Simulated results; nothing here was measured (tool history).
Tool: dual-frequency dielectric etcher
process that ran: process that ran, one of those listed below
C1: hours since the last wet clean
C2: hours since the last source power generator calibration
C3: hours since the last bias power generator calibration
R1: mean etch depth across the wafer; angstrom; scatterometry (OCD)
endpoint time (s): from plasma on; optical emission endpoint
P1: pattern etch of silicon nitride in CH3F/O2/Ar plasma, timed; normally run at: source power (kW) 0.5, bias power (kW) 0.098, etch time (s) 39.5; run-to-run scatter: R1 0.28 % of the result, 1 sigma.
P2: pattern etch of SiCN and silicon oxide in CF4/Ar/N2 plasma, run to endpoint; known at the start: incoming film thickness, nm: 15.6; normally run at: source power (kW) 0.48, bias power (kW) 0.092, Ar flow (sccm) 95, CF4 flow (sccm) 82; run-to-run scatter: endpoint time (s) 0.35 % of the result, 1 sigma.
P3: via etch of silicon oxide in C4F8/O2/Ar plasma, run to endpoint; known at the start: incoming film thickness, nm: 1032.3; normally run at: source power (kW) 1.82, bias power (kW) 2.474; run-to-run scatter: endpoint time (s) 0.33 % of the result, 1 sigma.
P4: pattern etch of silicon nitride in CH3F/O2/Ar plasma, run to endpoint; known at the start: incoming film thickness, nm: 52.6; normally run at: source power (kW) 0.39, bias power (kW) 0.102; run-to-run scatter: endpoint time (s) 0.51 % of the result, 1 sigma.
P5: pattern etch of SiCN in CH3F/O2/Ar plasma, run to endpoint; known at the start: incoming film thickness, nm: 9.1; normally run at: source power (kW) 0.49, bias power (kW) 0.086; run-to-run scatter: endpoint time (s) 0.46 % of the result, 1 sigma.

run 1 day=0.254 | process_that_ran=P1 source_power_(kW)=0.5 bias_power_(kW)=0.098 etch_time_(s)=39.5 | C1=114.3 C2=1444.2 C3=264.6 | R1=326.84
run 2 day=0.575 | process_that_ran=P3 source_power_(kW)=1.82 bias_power_(kW)=2.474 | C1=122 C2=1451.9 C3=272.3 | endpoint_time_(s)=195.27
run 3 day=0.954 | process_that_ran=P1 source_power_(kW)=0.5 bias_power_(kW)=0.117 etch_time_(s)=39.5 | C1=131.1 C2=1461 C3=281.4 | R1=349.3
run 4 day=1.388 | process_that_ran=P1 source_power_(kW)=0.42 bias_power_(kW)=0.12 etch_time_(s)=39.5 | C1=141.5 C2=1471.4 C3=291.8 | R1=329.76
run 5 day=1.654 | process_that_ran=P3 source_power_(kW)=1.82 bias_power_(kW)=1.479 | C1=147.9 C2=1477.8 C3=298.2 | endpoint_time_(s)=227
run 6 day=2.042 | process_that_ran=P5 source_power_(kW)=0.67 bias_power_(kW)=0.086 | C1=157.2 C2=1487.1 C3=307.5 | endpoint_time_(s)=18.606
run 7 day=2.425 | process_that_ran=P3 source_power_(kW)=2.59 bias_power_(kW)=2.474 | C1=166.4 C2=1496.3 C3=316.7 | endpoint_time_(s)=170
run 8 day=2.638 | process_that_ran=P4 source_power_(kW)=0.24 bias_power_(kW)=0.102 | C1=171.5 C2=1501.4 C3=321.8 | endpoint_time_(s)=80.714
run 9 day=3.096 | process_that_ran=P1 source_power_(kW)=0.7 bias_power_(kW)=0.098 etch_time_(s)=39.5 | C1=182.5 C2=1512.4 C3=332.8 | R1=368.77
run 10 day=3.55 | process_that_ran=P2 source_power_(kW)=0.48 bias_power_(kW)=0.092 Ar_flow_(sccm)=56 CF4_flow_(sccm)=82 | C1=193.4 C2=1523.3 C3=343.7 | endpoint_time_(s)=14.325
run 11 day=3.95 | process_that_ran=P2 source_power_(kW)=0.48 bias_power_(kW)=0.092 Ar_flow_(sccm)=95 CF4_flow_(sccm)=61 | C1=203 C2=1532.9 C3=353.3 | endpoint_time_(s)=15.916
run 12 day=4.312 | process_that_ran=P5 source_power_(kW)=0.49 bias_power_(kW)=0.063 | C1=211.7 C2=1541.6 C3=362 | endpoint_time_(s)=23.241
run 13 day=4.679 | process_that_ran=P1 source_power_(kW)=0.37 bias_power_(kW)=0.06 etch_time_(s)=39.5 | C1=220.5 C2=1550.4 C3=370.8 | R1=246.54
run 14 day=4.933 | process_that_ran=P1 source_power_(kW)=0.5 bias_power_(kW)=0.098 etch_time_(s)=39.5 | C1=226.6 C2=1556.5 C3=376.9 | R1=326.71
run 15 day=5.138 | process_that_ran=P2 source_power_(kW)=0.57 bias_power_(kW)=0.092 Ar_flow_(sccm)=95 CF4_flow_(sccm)=82 | C1=231.5 C2=1561.4 C3=381.8 | endpoint_time_(s)=13.137
run 16 day=5.354 | process_that_ran=P1 source_power_(kW)=0.5 bias_power_(kW)=0.098 etch_time_(s)=55 | C1=236.7 C2=1566.6 C3=387 | R1=454.59
run 17 day=5.612 | process_that_ran=P2 source_power_(kW)=0.48 bias_power_(kW)=0.121 Ar_flow_(sccm)=95 CF4_flow_(sccm)=82 | C1=242.9 C2=1572.8 C3=393.2 | endpoint_time_(s)=13.891
run 18 day=6.05 | process_that_ran=P1 source_power_(kW)=0.34 bias_power_(kW)=0.098 etch_time_(s)=39.5 | C1=253.4 C2=1583.3 C3=403.7 | R1=283.13
run 19 day=6.412 | process_that_ran=P5 source_power_(kW)=0.49 bias_power_(kW)=0.086 | C1=262.1 C2=1592 C3=412.4 | endpoint_time_(s)=20.765
run 20 day=6.821 | process_that_ran=P2 source_power_(kW)=0.48 bias_power_(kW)=0.092 Ar_flow_(sccm)=95 CF4_flow_(sccm)=82 | C1=271.9 C2=1601.8 C3=422.2 | endpoint_time_(s)=15.368
run 21 day=7.117 | process_that_ran=P3 source_power_(kW)=1.82 bias_power_(kW)=2.474 | C1=279 C2=1608.9 C3=429.3 | endpoint_time_(s)=195.28
-- day=7.433 wet clean of the chamber
run 22 day=7.496 | process_that_ran=P1 source_power_(kW)=0.5 bias_power_(kW)=0.098 etch_time_(s)=39.5 | C1=1.6 C2=1618 C3=438.4 | R1=327.37

Forecast run 23:
run 23 day=7.8 | process_that_ran=P1 source_power_(kW)=0.5 bias_power_(kW)=0.098 etch_time_(s)=39.5 | C1=8.9 C2=1625.3 C3=445.7 | R1=?

R1: 328.39 angstrom
